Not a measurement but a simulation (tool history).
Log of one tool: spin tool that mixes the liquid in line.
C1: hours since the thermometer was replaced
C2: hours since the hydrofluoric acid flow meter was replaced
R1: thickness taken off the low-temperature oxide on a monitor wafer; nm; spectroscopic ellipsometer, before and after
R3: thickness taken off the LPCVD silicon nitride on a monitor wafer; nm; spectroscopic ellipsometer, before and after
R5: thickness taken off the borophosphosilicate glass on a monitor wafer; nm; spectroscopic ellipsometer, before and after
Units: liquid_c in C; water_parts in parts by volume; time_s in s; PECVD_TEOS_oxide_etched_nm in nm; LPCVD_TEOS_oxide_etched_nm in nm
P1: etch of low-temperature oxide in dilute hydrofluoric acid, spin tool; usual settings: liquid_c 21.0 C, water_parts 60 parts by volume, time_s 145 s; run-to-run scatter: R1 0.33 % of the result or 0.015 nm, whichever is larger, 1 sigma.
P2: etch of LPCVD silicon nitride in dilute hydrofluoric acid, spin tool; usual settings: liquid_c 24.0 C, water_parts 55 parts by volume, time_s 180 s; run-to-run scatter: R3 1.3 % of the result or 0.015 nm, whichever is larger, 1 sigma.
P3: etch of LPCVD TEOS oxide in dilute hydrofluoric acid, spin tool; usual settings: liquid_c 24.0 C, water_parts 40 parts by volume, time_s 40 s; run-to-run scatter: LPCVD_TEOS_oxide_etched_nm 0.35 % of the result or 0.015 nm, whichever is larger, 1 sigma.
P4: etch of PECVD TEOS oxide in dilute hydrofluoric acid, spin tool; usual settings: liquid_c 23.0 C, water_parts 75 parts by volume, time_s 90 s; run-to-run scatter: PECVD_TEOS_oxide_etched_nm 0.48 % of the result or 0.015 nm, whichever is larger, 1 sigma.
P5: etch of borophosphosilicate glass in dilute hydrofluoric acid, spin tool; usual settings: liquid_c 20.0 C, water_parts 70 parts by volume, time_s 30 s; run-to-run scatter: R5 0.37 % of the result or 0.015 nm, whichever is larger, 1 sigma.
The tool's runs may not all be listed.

run 1 hour=14.5 | process=P1 liquid_c=21.0 water_parts=60 time_s=145 | C1=260.2 C2=324.4 | R1=52.140
run 2 hour=27.9 | process=P4 liquid_c=23.0 water_parts=75 time_s=20 | C1=273.6 C2=337.8 | PECVD_TEOS_oxide_etched_nm=4.7607
run 3 hour=36.3 | process=P2 liquid_c=30.5 water_parts=55 time_s=180 | C1=282.0 C2=346.2 | R3=2.6954
run 4 hour=48.6 | process=P1 liquid_c=21.0 water_parts=60 time_s=145 | C1=294.3 C2=358.5 | R1=52.457
run 5 hour=57.0 | process=P1 liquid_c=21.0 water_parts=60 time_s=145 | C1=302.7 C2=366.9 | R1=51.952
run 6 hour=65.9 | process=P1 liquid_c=21.0 water_parts=40 time_s=145 | C1=311.6 C2=375.8 | R1=80.363
run 7 hour=78.6 | process=P2 liquid_c=24.0 water_parts=80 time_s=180 | C1=324.3 C2=388.5 | R3=1.1981
run 8 hour=90.2 | process=P1 liquid_c=21.0 water_parts=60 time_s=220 | C1=335.9 C2=400.1 | R1=79.274
run 9 hour=103.7 | process=P3 liquid_c=24.0 water_parts=40 time_s=40 | C1=349.4 C2=413.6 | LPCVD_TEOS_oxide_etched_nm=57.141
run 10 hour=110.6 | process=P1 liquid_c=27.5 water_parts=60 time_s=145 | C1=356.3 C2=420.5 | R1=68.164
run 11 hour=122.5 | process=P3 liquid_c=24.0 water_parts=40 time_s=40 | C1=368.2 C2=432.4 | LPCVD_TEOS_oxide_etched_nm=56.730
run 12 hour=135.1 | process=P1 liquid_c=17.0 water_parts=60 time_s=145 | C1=380.8 C2=445.0 | R1=44.221
run 13 hour=150.8 | process=P3 liquid_c=24.0 water_parts=40 time_s=15 | C1=396.5 C2=460.7 | LPCVD_TEOS_oxide_etched_nm=21.371
run 14 hour=159.3 | process=P4 liquid_c=30.5 water_parts=75 time_s=90 | C1=405.0 C2=469.2 | PECVD_TEOS_oxide_etched_nm=28.8180
run 15 hour=172.5 | process=P1 liquid_c=21.0 water_parts=60 time_s=145 | C1=418.2 C2=482.4 | R1=52.085
run 16 hour=187.3 | process=P4 liquid_c=23.0 water_parts=75 time_s=90 | C1=433.0 C2=497.2 | PECVD_TEOS_oxide_etched_nm=21.4370
run 17 hour=195.9 | process=P3 liquid_c=30.5 water_parts=40 time_s=40 | C1=441.6 C2=505.8 | LPCVD_TEOS_oxide_etched_nm=74.069
run 18 hour=209.4 | process=P5 liquid_c=20.0 water_parts=70 time_s=30 | C1=455.1 C2=519.3 | R5=21.672
run 19 hour=224.9 | process=P2 liquid_c=24.0 water_parts=55 time_s=360 | C1=470.6 C2=534.8 | R3=3.3916
run 20 hour=232.3 | process=P5 liquid_c=20.0 water_parts=70 time_s=50 | C1=478.0 C2=542.2 | R5=36.392
run 21 hour=245.9 | process=P1 liquid_c=21.0 water_parts=95 time_s=145 | C1=491.6 C2=555.8 | R1=31.804
run 22 hour=252.8 | process=P5 liquid_c=17.0 water_parts=70 time_s=30 | C1=498.5 C2=562.7 | R5=19.115
run 23 hour=264.2 | process=P4 liquid_c=23.0 water_parts=75 time_s=90 | C1=509.9 C2=574.1 | PECVD_TEOS_oxide_etched_nm=21.6670
run 24 hour=275.9 | process=P2 liquid_c=24.0 water_parts=55 time_s=180 | C1=521.6 C2=585.8 | R3=1.7366
run 25 hour=286.0 | process=P5 liquid_c=20.0 water_parts=100 time_s=30 | C1=531.7 C2=595.9 | R5=14.841
run 26 hour=299.4 | process=P1 liquid_c=21.0 water_parts=60 time_s=145 | C1=545.1 C2=609.3 | R1=52.246
run 27 hour=312.0 | process=P3 liquid_c=24.0 water_parts=20 time_s=40 | C1=557.7 C2=621.9 | LPCVD_TEOS_oxide_etched_nm=117.120
run 28 hour=324.3 | process=P4 liquid_c=23.0 water_parts=20 time_s=90 | C1=570.0 C2=634.2 | PECVD_TEOS_oxide_etched_nm=86.6830
run 29 hour=338.0 | process=P1 liquid_c=21.0 water_parts=60 time_s=40 | C1=583.7 C2=647.9 | R1=14.430
run 30 hour=348.6 | process=P1 liquid_c=25.0 water_parts=60 time_s=65 | C1=594.3 C2=658.5 | R1=27.639
run 31 hour=359.0 | process=P1 liquid_c=21.0 water_parts=60 time_s=145 | C1=604.7 C2=668.9 | R1=52.217

Forecast run 32:
run 32 hour=368.9 | process=P1 liquid_c=21.0 water_parts=60 time_s=145 | C1=614.6 C2=678.8 | R1=?

{"run 32": {"R1": 49.998}}

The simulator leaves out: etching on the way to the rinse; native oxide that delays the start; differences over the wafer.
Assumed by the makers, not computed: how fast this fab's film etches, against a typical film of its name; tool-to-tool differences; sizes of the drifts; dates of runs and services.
